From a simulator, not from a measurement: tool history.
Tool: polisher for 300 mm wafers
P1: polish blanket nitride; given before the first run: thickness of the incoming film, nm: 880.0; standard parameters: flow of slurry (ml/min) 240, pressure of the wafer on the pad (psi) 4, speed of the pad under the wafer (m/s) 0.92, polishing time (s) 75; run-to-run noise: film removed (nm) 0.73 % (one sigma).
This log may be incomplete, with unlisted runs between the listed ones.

run,day,flow of slurry (ml/min),pressure of the wafer on the pad (psi),speed of the pad under the wafer (m/s),polishing time (s),film removed (nm)
1,0.454,240,4,0.92,75,149.15
2,0.729,240,4,0.92,55,110.34
3,1.188,180,4,0.44,75,80.131
4,1.667,335,4,0.92,46,94.862
5,2.142,240,4,1.3,75,200.31
6,2.546,240,5.5,0.92,75,209.14
7,2.846,145,4,0.92,75,140.5
8,3.217,240,4,0.92,75,149.73
9,3.525,315,4,0.92,75,153.94
10,4.05,240,2.6,0.92,75,96.582
11,4.642,240,4,0.92,115,230.74
12,4.954,240,4,0.42,75,79.331
13,5.358,240,4,0.92,75,150.86
14,5.638,240,4,0.92,75,150.11
15,6.096,240,4,0.92,75,150.17
16,6.654,240,4,0.92,75,150.79
17,7.125,240,4,0.92,75,145.99
18,7.442,240,4,0.92,75,146.39
19,7.758,240,4,0.92,75,144.19
20,8.154,240,4,0.92,75,142.5
21,8.425,240,4,0.92,75,143.3
# day 8.879: worn pad replaced by a new one
22,8.958,240,4,0.92,75,141.89
23,9.321,240,4,0.92,75,144.19
24,9.721,240,4,0.92,75,141.32
25,10.258,240,4,0.92,75,141.12
26,10.675,240,4,0.92,75,140.6

The output of P1 has drifted from where it used to be. Each of the 2 causes below, taken at the size shown beside it, accounts for the log equally well:
A: slurry flow missing at the pad, % = 37.4
B: head's pressure below its setpoint, % = 6.29
The gradual shift began around day 6.654.
Each remaining cause and why it is not a fit:
removal rate lost through wear of the pad, %: work on it at day 8.879, done after the drift set in, did not restore what the process gave before

You are offered 4 check runs, listed below with question marks in place of their results; each one averages 5 wafers. Which run separates the listed causes by giving clearly different results for each?
check 1,11.092,240,2.9,0.92,75,?
check 2,11.092,240,5.4,0.6,75,?
check 3,11.092,165,4,0.44,75,?
check 4,11.092,240,5.4,0.92,75,?

What each check would give under each cause:
check,result,if A,if B
check 1,film removed (nm),102.21,102.22
check 2,film removed (nm),135.2,135.21
check 3,film removed (nm),72.374,74.361
check 4,film removed (nm),190.32,190.34
Smallest distance between any two causes, each pair judged by its most separating result, in per cent: check 1 0.01 %; check 2 0.01 %; check 3 2.71 %; check 4 0.01 %
Of the check runs offered, only check 3 discriminates between the causes; the rest would read about the same regardless of which cause applies.

Check 3 has now been run. It gave: film removed (nm) 72.366. Which of the candidate causes is it?

The correct cause is A, namely: slurry flow missing at the pad, %.
